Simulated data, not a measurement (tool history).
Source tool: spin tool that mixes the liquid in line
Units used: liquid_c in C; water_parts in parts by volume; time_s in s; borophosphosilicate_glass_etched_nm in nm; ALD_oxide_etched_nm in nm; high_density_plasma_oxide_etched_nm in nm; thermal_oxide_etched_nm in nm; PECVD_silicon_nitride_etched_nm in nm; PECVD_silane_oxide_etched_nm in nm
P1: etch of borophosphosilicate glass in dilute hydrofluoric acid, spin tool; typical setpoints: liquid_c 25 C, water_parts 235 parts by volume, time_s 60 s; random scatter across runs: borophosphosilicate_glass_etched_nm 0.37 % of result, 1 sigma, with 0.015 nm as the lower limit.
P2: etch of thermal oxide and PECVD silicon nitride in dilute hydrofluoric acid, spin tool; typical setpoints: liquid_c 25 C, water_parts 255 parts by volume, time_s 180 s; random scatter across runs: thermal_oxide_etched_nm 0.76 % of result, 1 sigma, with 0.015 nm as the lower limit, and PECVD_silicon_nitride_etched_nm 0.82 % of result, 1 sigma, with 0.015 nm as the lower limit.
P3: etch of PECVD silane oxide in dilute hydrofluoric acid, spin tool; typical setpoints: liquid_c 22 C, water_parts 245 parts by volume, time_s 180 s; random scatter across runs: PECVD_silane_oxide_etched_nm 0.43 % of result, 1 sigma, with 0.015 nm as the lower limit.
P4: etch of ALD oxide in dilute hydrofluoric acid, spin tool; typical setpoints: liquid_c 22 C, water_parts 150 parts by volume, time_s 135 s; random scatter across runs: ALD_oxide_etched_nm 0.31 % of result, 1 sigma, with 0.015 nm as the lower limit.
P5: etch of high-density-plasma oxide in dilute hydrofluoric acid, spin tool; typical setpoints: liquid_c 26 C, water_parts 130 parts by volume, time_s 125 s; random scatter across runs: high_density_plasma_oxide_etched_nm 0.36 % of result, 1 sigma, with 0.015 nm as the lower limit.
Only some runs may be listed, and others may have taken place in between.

run	day	process	liquid_c	water_parts	time_s	hours since the thermometer was replaced	hours since the hydrofluoric acid flow meter was replaced	borophosphosilicate_glass_etched_nm	ALD_oxide_etched_nm	high_density_plasma_oxide_etched_nm	thermal_oxide_etched_nm	PECVD_silicon_nitride_etched_nm	PECVD_silane_oxide_etched_nm
1	0.179	P1	25	235	60	344.6	637.8	8.1027					
2	0.279	P4	17	150	135	347	640.2		6.428				
3	0.458	P5	26	230	125	351.3	644.5			3.4849			
4	0.621	P1	17.5	235	15	355.2	648.4	1.5106					
5	0.771	P4	22	150	260	358.8	652		15.122				
6	0.938	P5	26	130	205	362.8	656			11.32			
7	1.079	P2	25	460	180	366.2	659.4				1.4019	1.507	
8	1.283	P4	22	150	135	371.1	664.3		7.877				
9	1.471	P1	25	235	25	375.6	668.8	3.3761					
10	1.608	P2	25	255	45	378.9	672.1				0.76975	0.65462	
11	1.775	P5	26	130	125	382.9	676.1			6.9098			
12	1.925	P1	19	235	60	386.5	679.7	6.5248					
13	2.083	P3	22	365	180	390.3	683.5						17.915
14	2.288	P1	25	35	60	395.2	688.4	69.506					
15	2.454	P1	25	340	60	399.2	692.4	5.0629					
16	2.646	P3	27	245	180	403.8	697						35.604
17	2.825	P2	25	255	180	408.1	701.3				3.0694	2.6838	
18	2.958	P1	25	235	60	411.3	704.5	8.11					
19	3.058	P1	19.5	235	95	413.7	706.9	10.576					
20	3.212	P2	17	255	180	417.4	710.6				2.2102	1.6332	
21	3.362	P1	25	235	60	421	714.2	8.2227					
22	3.558	P1	31.5	235	60	425.7	718.9	10.157					
23	3.712	P3	22	245	345	429.4	722.6						56.822
24	3.854	P3	22	245	180	432.8	726						29.875
# day 3.862: hydrofluoric acid flow meter replaced
25	3.992	P1	21	235	85	436.1	3.1	9.9347					
26	4.175	P5	22	130	125	440.5	7.5			5.8911			
27	4.304	P4	22	150	135	443.6	10.6		7.8746				
28	4.471	P4	22	265	135	447.6	14.6		3.9418				
29	4.571	P1	25	235	60	450	17	8.0892					
30	4.688	P1	25	235	95	452.8	19.8	12.889					
31	4.804	P1	25	235	60	455.6	22.6	8.1688					
32	4.933	P1	25	235	60	458.7	25.7	7.8893					
33	5.125	P1	25	235	60	463.3	30.3	7.5959					
34	5.254	P1	25	235	60	466.4	33.4	7.6058					
35	5.371	P1	25	235	60	469.2	36.2	7.5622					
36	5.517	P1	25	235	60	472.7	39.7	7.5476					
37	5.633	P1	25	235	60	475.5	42.5	7.5129					
38	5.812	P1	25	235	60	479.8	46.8	7.5151					
39	5.933	P1	25	235	60	482.7	49.7	7.3831					

What P1 gives has crept off from where it sat before. The 2 causes that follow fit the log equally well, each at the size noted:
A: liquid colder than its thermometer reads (K) = 2.38
B: hydrofluoric acid flow below the setpoint (%) = 6.64
Onset of the creep was near day 4.804.

4 check runs are offered, each on 3 wafers whose results are averaged, their results left as question marks. Which one tells the causes apart?
check 1	6.054	P4	22	215	135				?				
check 2	6.054	P3	25	245	325								?
check 3	6.054	P5	26	185	175					?			
check 4	6.054	P2	18	435	180						?	?	

Check results expected under each cause:
check	result	if A	if B
check 1	ALD_oxide_etched_nm	4.6878	4.7172
check 2	PECVD_silane_oxide_etched_nm	54.992	54.928
check 3	high_density_plasma_oxide_etched_nm	5.8355	5.8612
check 4	thermal_oxide_etched_nm	1.0813	1.0731
check 4	PECVD_silicon_nitride_etched_nm	0.90017	0.98045
Distance between the nearest two causes, measured in the result of the check that separates them most: check 1 0.62 %; check 2 0.12 %; check 3 0.44 %; check 4 8.54 %
Only check 4 tells the causes apart: in the others they would give nearly the same result.

Then check 4 was run and gave: thermal_oxide_etched_nm 1.0644 nm; PECVD_silicon_nitride_etched_nm 0.9745 nm. Which cause is it?

B is the cause: hydrofluoric acid flow below the setpoint (%).
